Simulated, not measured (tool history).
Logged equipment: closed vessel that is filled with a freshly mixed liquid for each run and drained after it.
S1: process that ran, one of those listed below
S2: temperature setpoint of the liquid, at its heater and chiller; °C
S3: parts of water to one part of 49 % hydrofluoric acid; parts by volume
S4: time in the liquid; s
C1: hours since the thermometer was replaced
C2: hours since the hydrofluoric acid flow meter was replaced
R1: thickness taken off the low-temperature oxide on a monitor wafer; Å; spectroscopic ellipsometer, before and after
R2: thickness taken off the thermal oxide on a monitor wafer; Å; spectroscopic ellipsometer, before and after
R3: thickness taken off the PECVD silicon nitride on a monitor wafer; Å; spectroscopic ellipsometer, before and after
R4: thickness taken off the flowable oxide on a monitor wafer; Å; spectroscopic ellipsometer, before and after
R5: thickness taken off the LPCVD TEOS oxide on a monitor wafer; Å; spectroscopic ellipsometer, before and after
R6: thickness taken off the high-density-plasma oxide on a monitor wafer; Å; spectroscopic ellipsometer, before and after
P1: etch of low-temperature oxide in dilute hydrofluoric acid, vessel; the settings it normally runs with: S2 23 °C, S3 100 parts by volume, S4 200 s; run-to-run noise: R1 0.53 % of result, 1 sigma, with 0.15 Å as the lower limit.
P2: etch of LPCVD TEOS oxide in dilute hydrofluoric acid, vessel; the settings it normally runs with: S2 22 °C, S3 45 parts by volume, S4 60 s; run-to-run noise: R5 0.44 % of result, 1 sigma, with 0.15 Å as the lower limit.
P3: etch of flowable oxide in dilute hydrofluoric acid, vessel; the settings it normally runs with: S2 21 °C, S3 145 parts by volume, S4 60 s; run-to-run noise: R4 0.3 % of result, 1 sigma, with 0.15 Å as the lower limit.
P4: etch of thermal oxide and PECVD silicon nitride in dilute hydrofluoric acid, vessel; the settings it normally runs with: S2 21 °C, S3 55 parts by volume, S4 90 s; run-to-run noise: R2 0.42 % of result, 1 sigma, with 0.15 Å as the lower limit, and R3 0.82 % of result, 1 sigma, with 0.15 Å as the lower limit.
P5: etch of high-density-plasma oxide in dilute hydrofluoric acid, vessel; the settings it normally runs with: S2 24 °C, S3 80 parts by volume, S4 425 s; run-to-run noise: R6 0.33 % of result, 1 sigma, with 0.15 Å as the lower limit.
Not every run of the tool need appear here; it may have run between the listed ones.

run   hour  S1    S2   S3   S4      C1      C2      R1      R2      R3      R4      R5      R6
  1   14.2  P1    23  100  200   605.1   832.4  609.59
  2   24.6  P1    23  100  200   615.5   842.8  615.63
  3   33.1  P4    21   55   90     624   851.3          71.535  29.525
  4   48.6  P3    25  145   60   639.5   866.8                          200.55
  5   60.2  P3    21  145  100   651.1   878.4                          290.07
  6   67.5  P4    21   55   50   658.4   885.7          39.806  16.632
  7   82.4  P3    21  145   60   673.3   900.6                          172.33
  8   95.2  P1    23   20  200   686.1   913.4    3411
  9  102.7  P2  17.5   45   60   693.6   920.9                                  454.71
 10  112.1  P1    23  165  365     703   930.3  634.04
 11  120.1  P1    23  100  200     711   938.3  613.39
 12  130.5  P1    23  155  200   721.4   948.7  371.31
 13  142.4  P2    22   45   30   733.3   960.6                                  276.95
 14  151.9  P4    17   55   90   742.8   970.1          60.138  22.633
 15  164.3  P2    22   45   60   755.2   982.5                                  550.72
 16  178.1  P5    24   80  425     769   996.3                                          267.43
 17    192  P2    22   65   60   782.9  1010.2                                  373.42
 18  199.5  P1    23  100  310   790.4  1017.7  950.42
 19  209.2  P3    21   40   60   800.1  1027.4                          706.43
 20  222.8  P1    23  100   30   813.7    1041  92.185
 21  233.6  P1  28.5  100  380   824.5  1051.8  1439.8
 22  243.7  P3    21  145   60   834.6  1061.9                          172.38
 23    255  P4    21   85   90   845.9  1073.2          44.777  19.086
 24  267.6  P5  29.5   80  425   858.5  1085.8                                          331.55
 25  277.1  P1    23  100  200     868  1095.3  611.77
 26  286.6  P1  27.5  100  200   877.5  1104.8  739.34
 27  295.5  P1    17  100  200   886.4  1113.7  480.48
 28  306.8  P4    21   55   90   897.7    1125          71.276  29.392
 29  315.9  P5    24   80  735   906.8  1134.1                                          458.91
 30  325.9  P1    18   60  200   916.8  1144.1   870.8
 31  336.3  P5    24   30  425   927.2  1154.5                                          755.51
 32  349.5  P1    23  100  200   940.4  1167.7  615.88
 33    364  P1    23  100  200   954.9  1182.2  582.84
 34  371.9  P1    23  100  200   962.8  1190.1  574.46
 35  379.3  P1    23  100  200   970.2  1197.5  562.86
 36  388.6  P1    23  100  200   979.5  1206.8  565.52
 37  401.3  P1    23  100  200   992.2  1219.5  556.66
 38  415.7  P1    23  100  200  1006.6  1233.9   558.4

What P1 gives has crept off from where it sat before. The 2 causes that follow fit the log equally well, each at the size noted:
A: hydrofluoric acid flow below the setpoint (%) = 8.13
B: liquid colder than its thermometer reads (K) = 2.36
The drift started at roughly hour 349.5.

Below are 4 check runs, each on a single wafer, with their results shown as question marks. Which of them would tell the listed causes apart, meaning the causes would give clearly different results under it?
check 1  430.1  P5  24   80  425                               ?
check 2  430.1  P3  21  145   60                       ?
check 3  430.1  P2  22   45   60                           ?
check 4  430.1  P4  21   55   90               ?   ?

If the cause were each of the candidates in turn, the checks would give the following:
  check  result    if A    if B
check 1      R6   242.4  241.88
check 2      R4  156.37     157
check 3      R5  506.88  501.75
check 4      R2  65.195  64.595
check 4      R3  27.288  25.163
Per-check spread between the two closest causes, in the result where they differ most: check 1 0.21 %; check 2 0.41 %; check 3 1.02 %; check 4 8.11 %
The other checks would show nearly matching results whichever cause is true, so check 4 is the only one that separates the causes.

Check 4 was then run and gave: R2 64.981 Å; R3 27.423 Å. Which cause is it?

A is the cause: hydrofluoric acid flow below the setpoint (%).
